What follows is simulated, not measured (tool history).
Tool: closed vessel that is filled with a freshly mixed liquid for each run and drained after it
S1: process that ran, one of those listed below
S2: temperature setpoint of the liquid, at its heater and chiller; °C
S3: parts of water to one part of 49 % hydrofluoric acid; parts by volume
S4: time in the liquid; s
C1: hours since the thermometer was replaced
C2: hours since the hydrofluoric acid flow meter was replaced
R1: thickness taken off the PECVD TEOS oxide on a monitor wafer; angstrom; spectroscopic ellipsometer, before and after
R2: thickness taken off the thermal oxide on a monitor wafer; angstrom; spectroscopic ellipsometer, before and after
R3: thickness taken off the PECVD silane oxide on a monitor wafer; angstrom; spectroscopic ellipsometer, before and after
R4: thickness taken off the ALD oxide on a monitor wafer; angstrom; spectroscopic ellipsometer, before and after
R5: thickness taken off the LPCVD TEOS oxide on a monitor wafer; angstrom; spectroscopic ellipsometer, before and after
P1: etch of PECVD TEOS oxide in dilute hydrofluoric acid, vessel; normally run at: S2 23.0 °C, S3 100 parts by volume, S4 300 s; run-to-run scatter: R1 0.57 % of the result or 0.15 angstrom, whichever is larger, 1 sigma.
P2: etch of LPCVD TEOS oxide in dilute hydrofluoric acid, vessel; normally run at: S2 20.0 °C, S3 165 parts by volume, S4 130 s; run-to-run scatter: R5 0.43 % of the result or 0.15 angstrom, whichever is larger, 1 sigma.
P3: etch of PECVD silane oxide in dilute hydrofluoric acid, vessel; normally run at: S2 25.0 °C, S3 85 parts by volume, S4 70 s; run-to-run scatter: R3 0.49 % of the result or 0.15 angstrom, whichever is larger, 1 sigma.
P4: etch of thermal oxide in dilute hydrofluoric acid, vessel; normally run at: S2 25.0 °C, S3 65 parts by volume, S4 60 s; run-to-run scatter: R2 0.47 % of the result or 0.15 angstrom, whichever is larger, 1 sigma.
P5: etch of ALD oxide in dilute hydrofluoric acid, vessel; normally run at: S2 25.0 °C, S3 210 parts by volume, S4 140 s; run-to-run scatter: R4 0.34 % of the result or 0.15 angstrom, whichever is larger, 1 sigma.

| run | hour | S1 | S2 | S3 | S4 | C1 | C2 | R1 | R2 | R3 | R4 | R5 |
|---|---|---|---|---|---|---|---|---|---|---|---|---|
| 1 | 11.5 | P1 | 23.0 | 100 | 300 | 1047.0 | 342.7 | 464.38 |  |  |  |  |
| 2 | 24.8 | P1 | 23.0 | 100 | 300 | 1060.3 | 356.0 | 462.86 |  |  |  |  |
| 3 | 36.6 | P4 | 25.0 | 65 | 60 | 1072.1 | 367.8 |  | 48.048 |  |  |  |
| 4 | 49.2 | P1 | 23.0 | 25 | 480 | 1084.7 | 380.4 | 3271.30 |  |  |  |  |
| 5 | 55.8 | P3 | 31.0 | 85 | 70 | 1091.3 | 387.0 |  |  | 403.49 |  |  |
| 6 | 64.4 | P5 | 25.0 | 210 | 140 | 1099.9 | 395.6 |  |  |  | 169.680 |  |
| 7 | 70.7 | P2 | 20.0 | 165 | 30 | 1106.2 | 401.9 |  |  |  |  | 27.593 |
| 8 | 84.1 | P2 | 24.0 | 165 | 130 | 1119.6 | 415.3 |  |  |  |  | 140.220 |
| 9 | 94.1 | P1 | 23.0 | 100 | 300 | 1129.6 | 425.3 | 463.62 |  |  |  |  |
| 10 | 102.5 | P2 | 20.0 | 165 | 130 | 1138.0 | 433.7 |  |  |  |  | 119.260 |
| 11 | 112.6 | P1 | 23.0 | 100 | 300 | 1148.1 | 443.8 | 461.82 |  |  |  |  |
| 12 | 125.1 | P5 | 25.0 | 380 | 140 | 1160.6 | 456.3 |  |  |  | 78.156 |  |
| 13 | 139.6 | P1 | 23.0 | 50 | 300 | 1175.1 | 470.8 | 1003.50 |  |  |  |  |
| 14 | 151.6 | P4 | 17.0 | 65 | 60 | 1187.1 | 482.8 |  | 34.403 |  |  |  |
| 15 | 160.4 | P1 | 23.0 | 100 | 300 | 1195.9 | 491.6 | 467.17 |  |  |  |  |
| 16 | 168.0 | P4 | 25.0 | 100 | 60 | 1203.5 | 499.2 |  | 29.621 |  |  |  |
| 17 | 177.0 | P3 | 25.0 | 85 | 30 | 1212.5 | 508.2 |  |  | 136.38 |  |  |
| 18 | 190.9 | P4 | 25.0 | 65 | 30 | 1226.4 | 522.1 |  | 24.066 |  |  |  |
| 19 | 197.2 | P2 | 20.0 | 165 | 130 | 1232.7 | 528.4 |  |  |  |  | 119.540 |
| 20 | 207.3 | P5 | 17.5 | 210 | 140 | 1242.8 | 538.5 |  |  |  | 126.390 |  |
| 21 | 216.1 | P3 | 25.0 | 150 | 70 | 1251.6 | 547.3 |  |  | 166.03 |  |  |
| 22 | 223.4 | P1 | 23.0 | 100 | 485 | 1258.9 | 554.6 | 751.49 |  |  |  |  |
| 23 | 232.3 | P2 | 20.0 | 300 | 130 | 1267.8 | 563.5 |  |  |  |  | 58.056 |
| 24 | 240.0 | P1 | 27.0 | 100 | 300 | 1275.5 | 571.2 | 544.04 |  |  |  |  |
| 25 | 253.6 | P5 | 25.0 | 210 | 50 | 1289.1 | 584.8 |  |  |  | 60.390 |  |
| 26 | 263.5 | P1 | 23.0 | 140 | 300 | 1299.0 | 594.7 | 318.70 |  |  |  |  |
| 27 | 277.8 | P3 | 25.0 | 85 | 70 | 1313.3 | 609.0 |  |  | 322.95 |  |  |
| 28 | 286.9 | P1 | 23.0 | 100 | 135 | 1322.4 | 618.1 | 208.00 |  |  |  |  |
| 29 | 294.9 | P1 | 23.0 | 100 | 300 | 1330.4 | 626.1 | 463.44 |  |  |  |  |
| 30 | 305.6 | P1 | 18.0 | 100 | 300 | 1341.1 | 636.8 | 380.89 |  |  |  |  |
| 31 | 317.5 | P1 | 23.0 | 100 | 300 | 1353.0 | 648.7 | 467.17 |  |  |  |  |
| 32 | 328.1 | P1 | 23.0 | 100 | 300 | 1363.6 | 659.3 | 475.23 |  |  |  |  |
| 33 | 339.4 | P1 | 23.0 | 100 | 300 | 1374.9 | 670.6 | 489.98 |  |  |  |  |
| 34 | 352.3 | P1 | 23.0 | 100 | 300 | 1387.8 | 683.5 | 499.64 |  |  |  |  |
| 35 | 365.6 | P1 | 23.0 | 100 | 300 | 1401.1 | 696.8 | 508.72 |  |  |  |  |
| 36 | 379.9 | P1 | 23.0 | 100 | 300 | 1415.4 | 711.1 | 507.45 |  |  |  |  |
| 37 | 389.0 | P1 | 23.0 | 100 | 300 | 1424.5 | 720.2 | 506.11 |  |  |  |  |
| 38 | 400.8 | P1 | 23.0 | 100 | 300 | 1436.3 | 732.0 | 506.19 |  |  |  |  |
| 39 | 409.8 | P1 | 23.0 | 100 | 300 | 1445.3 | 741.0 | 505.45 |  |  |  |  |
| 40 | 417.5 | P1 | 23.0 | 100 | 300 | 1453.0 | 748.7 | 508.30 |  |  |  |  |
| 41 | 428.9 | P1 | 23.0 | 100 | 300 | 1464.4 | 760.1 | 511.51 |  |  |  |  |
| 42 | 436.3 | P1 | 23.0 | 100 | 300 | 1471.8 | 767.5 | 510.72 |  |  |  |  |

What P1 gives has crept away from where it was. These 2 causes fit the log equally well, each at the size given:
A: hydrofluoric acid flow above the setpoint (%) = 8.47
B: liquid hotter than its thermometer reads (K) = 2.3
The creep began at about hour 317.5.

4 check runs are offered, one wafer each, their results left as question marks. Which one tells the causes apart?
| check 1 | 443.7 | P3 | 25.0 | 120 | 70 |  |  |  |  | ? |  |  |
| check 2 | 443.7 | P4 | 18.0 | 100 | 60 |  |  |  | ? |  |  |  |
| check 3 | 443.7 | P5 | 25.0 | 370 | 140 |  |  |  |  |  | ? |  |
| check 4 | 443.7 | P2 | 23.0 | 165 | 70 |  |  |  |  |  |  | ? |

What each check would give under each cause:
| check | result | if A | if B |
|---|---|---|---|
| check 1 | R3 | 237.09 | 235.94 |
| check 2 | R2 | 24.562 | 24.698 |
| check 3 | R4 | 90.588 | 87.557 |
| check 4 | R5 | 79.689 | 79.006 |
How far apart the two closest causes lie, in the result that separates them most: check 1 0.48 %; check 2 0.55 %; check 3 3.4 %; check 4 0.86 %
Check 3 tells the causes apart: in the others they would give nearly the same result.

Check 3 was then run and gave: R4 90.532 angstrom. Which cause is it?

It is A: hydrofluoric acid flow above the setpoint (%).

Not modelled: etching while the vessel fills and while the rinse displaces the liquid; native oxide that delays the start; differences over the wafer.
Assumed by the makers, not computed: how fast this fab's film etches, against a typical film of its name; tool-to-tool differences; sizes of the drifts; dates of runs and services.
